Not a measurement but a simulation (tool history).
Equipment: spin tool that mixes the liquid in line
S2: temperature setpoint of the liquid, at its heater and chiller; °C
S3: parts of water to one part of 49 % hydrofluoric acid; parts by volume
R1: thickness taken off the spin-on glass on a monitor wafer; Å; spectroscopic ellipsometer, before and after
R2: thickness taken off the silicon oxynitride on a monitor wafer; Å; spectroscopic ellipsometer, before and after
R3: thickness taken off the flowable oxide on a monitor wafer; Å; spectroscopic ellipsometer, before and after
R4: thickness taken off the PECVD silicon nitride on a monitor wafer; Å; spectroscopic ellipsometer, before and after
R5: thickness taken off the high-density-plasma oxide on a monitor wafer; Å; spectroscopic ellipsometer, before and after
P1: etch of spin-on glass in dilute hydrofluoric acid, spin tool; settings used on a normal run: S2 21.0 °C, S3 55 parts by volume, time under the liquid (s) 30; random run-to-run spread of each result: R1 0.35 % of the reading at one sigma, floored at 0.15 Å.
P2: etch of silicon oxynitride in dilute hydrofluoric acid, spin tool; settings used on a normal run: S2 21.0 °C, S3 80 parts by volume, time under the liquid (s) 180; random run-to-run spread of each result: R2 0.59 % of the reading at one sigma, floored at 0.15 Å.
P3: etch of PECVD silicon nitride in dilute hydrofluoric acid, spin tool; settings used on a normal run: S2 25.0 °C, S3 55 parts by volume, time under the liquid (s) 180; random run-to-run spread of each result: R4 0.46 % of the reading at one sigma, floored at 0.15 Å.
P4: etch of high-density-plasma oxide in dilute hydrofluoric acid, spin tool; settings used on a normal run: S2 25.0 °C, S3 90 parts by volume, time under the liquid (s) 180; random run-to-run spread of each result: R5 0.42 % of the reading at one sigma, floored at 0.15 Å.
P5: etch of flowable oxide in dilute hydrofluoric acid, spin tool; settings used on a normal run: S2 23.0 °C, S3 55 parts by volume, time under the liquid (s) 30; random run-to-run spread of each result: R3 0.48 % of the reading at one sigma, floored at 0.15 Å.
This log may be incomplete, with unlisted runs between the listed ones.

run 1 hour=4.2 | process_that_ran=P1 S2=21.0 S3=55 time_under_the_liquid_(s)=30 | R1=236.87
run 2 hour=10.2 | process_that_ran=P2 S2=21.0 S3=80 time_under_the_liquid_(s)=180 | R2=54.533
run 3 hour=16.6 | process_that_ran=P1 S2=21.0 S3=55 time_under_the_liquid_(s)=30 | R1=237.72
run 4 hour=23.0 | process_that_ran=P5 S2=23.0 S3=55 time_under_the_liquid_(s)=30 | R3=156.08
run 5 hour=31.2 | process_that_ran=P3 S2=25.0 S3=55 time_under_the_liquid_(s)=350 | R4=175.120
run 6 hour=35.6 | process_that_ran=P1 S2=21.0 S3=75 time_under_the_liquid_(s)=30 | R1=170.40
run 7 hour=43.1 | process_that_ran=P4 S2=25.0 S3=130 time_under_the_liquid_(s)=180 | R5=136.960
run 8 hour=47.5 | process_that_ran=P1 S2=21.0 S3=55 time_under_the_liquid_(s)=30 | R1=237.18
run 9 hour=54.4 | process_that_ran=P5 S2=28.0 S3=55 time_under_the_liquid_(s)=30 | R3=191.04
run 10 hour=60.3 | process_that_ran=P4 S2=30.0 S3=90 time_under_the_liquid_(s)=180 | R5=251.990
run 11 hour=65.4 | process_that_ran=P2 S2=21.0 S3=80 time_under_the_liquid_(s)=345 | R2=104.120
run 12 hour=71.7 | process_that_ran=P1 S2=17.0 S3=55 time_under_the_liquid_(s)=30 | R1=200.98
run 13 hour=80.0 | process_that_ran=P2 S2=26.5 S3=80 time_under_the_liquid_(s)=180 | R2=71.188
run 14 hour=84.5 | process_that_ran=P1 S2=21.0 S3=35 time_under_the_liquid_(s)=30 | R1=382.99
run 15 hour=92.2 | process_that_ran=P4 S2=25.0 S3=90 time_under_the_liquid_(s)=15 | R5=17.261
run 16 hour=97.3 | process_that_ran=P5 S2=23.0 S3=55 time_under_the_liquid_(s)=30 | R3=157.71
run 17 hour=105.2 | process_that_ran=P3 S2=32.0 S3=55 time_under_the_liquid_(s)=180 | R4=142.860
run 18 hour=110.7 | process_that_ran=P1 S2=21.0 S3=20 time_under_the_liquid_(s)=15 | R1=338.21
run 19 hour=117.8 | process_that_ran=P1 S2=17.0 S3=55 time_under_the_liquid_(s)=55 | R1=366.48
run 20 hour=125.2 | process_that_ran=P1 S2=21.0 S3=55 time_under_the_liquid_(s)=15 | R1=118.84
run 21 hour=132.4 | process_that_ran=P4 S2=25.0 S3=90 time_under_the_liquid_(s)=180 | R5=208.790
run 22 hour=138.5 | process_that_ran=P2 S2=21.0 S3=25 time_under_the_liquid_(s)=180 | R2=180.280
run 23 hour=142.7 | process_that_ran=P5 S2=23.0 S3=55 time_under_the_liquid_(s)=60 | R3=316.20
run 24 hour=149.6 | process_that_ran=P4 S2=25.0 S3=90 time_under_the_liquid_(s)=180 | R5=208.280
run 25 hour=156.0 | process_that_ran=P1 S2=27.5 S3=55 time_under_the_liquid_(s)=30 | R1=309.80
run 26 hour=162.3 | process_that_ran=P1 S2=21.0 S3=20 time_under_the_liquid_(s)=15 | R1=342.00
run 27 hour=170.4 | process_that_ran=P1 S2=21.0 S3=55 time_under_the_liquid_(s)=45 | R1=357.40
run 28 hour=176.3 | process_that_ran=P3 S2=25.0 S3=80 time_under_the_liquid_(s)=180 | R4=62.750
run 29 hour=184.9 | process_that_ran=P3 S2=25.0 S3=55 time_under_the_liquid_(s)=180 | R4=90.879
run 30 hour=190.2 | process_that_ran=P5 S2=23.0 S3=20 time_under_the_liquid_(s)=30 | R3=450.15
run 31 hour=198.6 | process_that_ran=P1 S2=21.0 S3=55 time_under_the_liquid_(s)=30 | R1=238.04
run 32 hour=204.2 | process_that_ran=P1 S2=21.0 S3=55 time_under_the_liquid_(s)=30 | R1=237.81
run 33 hour=211.5 | process_that_ran=P1 S2=21.0 S3=55 time_under_the_liquid_(s)=30 | R1=228.66
run 34 hour=219.6 | process_that_ran=P1 S2=21.0 S3=55 time_under_the_liquid_(s)=30 | R1=222.57
run 35 hour=223.7 | process_that_ran=P1 S2=21.0 S3=55 time_under_the_liquid_(s)=30 | R1=220.02
run 36 hour=230.3 | process_that_ran=P1 S2=21.0 S3=55 time_under_the_liquid_(s)=30 | R1=217.40
run 37 hour=235.8 | process_that_ran=P1 S2=21.0 S3=55 time_under_the_liquid_(s)=30 | R1=218.64
run 38 hour=242.0 | process_that_ran=P1 S2=21.0 S3=55 time_under_the_liquid_(s)=30 | R1=217.52
run 39 hour=247.6 | process_that_ran=P1 S2=21.0 S3=55 time_under_the_liquid_(s)=30 | R1=217.26
run 40 hour=253.2 | process_that_ran=P1 S2=21.0 S3=55 time_under_the_liquid_(s)=30 | R1=216.52

The output of P1 has drifted from where it used to be. Each of the 2 causes below, taken at the size shown beside it, accounts for the log equally well:
A: hydrofluoric acid flow below the setpoint (%) = 8.05
B: liquid colder than its thermometer reads (K) = 2.13
The gradual shift began around hour 204.2.

Each of the 4 check runs below uses one wafer; its results are left as question marks. Which run tells the causes apart?
run check 1 hour=258.8 | process_that_ran=P4 S2=25.0 S3=90 time_under_the_liquid_(s)=180 | R5=?
run check 2 hour=258.8 | process_that_ran=P2 S2=21.0 S3=80 time_under_the_liquid_(s)=180 | R2=?
run check 3 hour=258.8 | process_that_ran=P3 S2=25.0 S3=55 time_under_the_liquid_(s)=180 | R4=?
run check 4 hour=258.8 | process_that_ran=P5 S2=23.0 S3=55 time_under_the_liquid_(s)=30 | R3=?

What every check run would give for each of its results, assuming each possible cause in turn:
check=check_1 result=R5 if_A=190.340 if_B=192.040
check=check_2 result=R2 if_A=49.766 if_B=48.965
check=check_3 result=R4 if_A=83.477 if_B=78.553
check=check_4 result=R3 if_A=143.33 if_B=143.53
Per-check spread between the two closest causes, in the result where they differ most: check 1 0.89 %; check 2 1.62 %; check 3 6.08 %; check 4 0.14 %
The causes can be told apart only by check 3. The other checks would give nearly the same results under each of them.

Check 3 was carried out, with these results: R4 78.777 Å. Which of the listed causes is responsible?

Of the candidate causes, it is B: liquid colder than its thermometer reads (K).
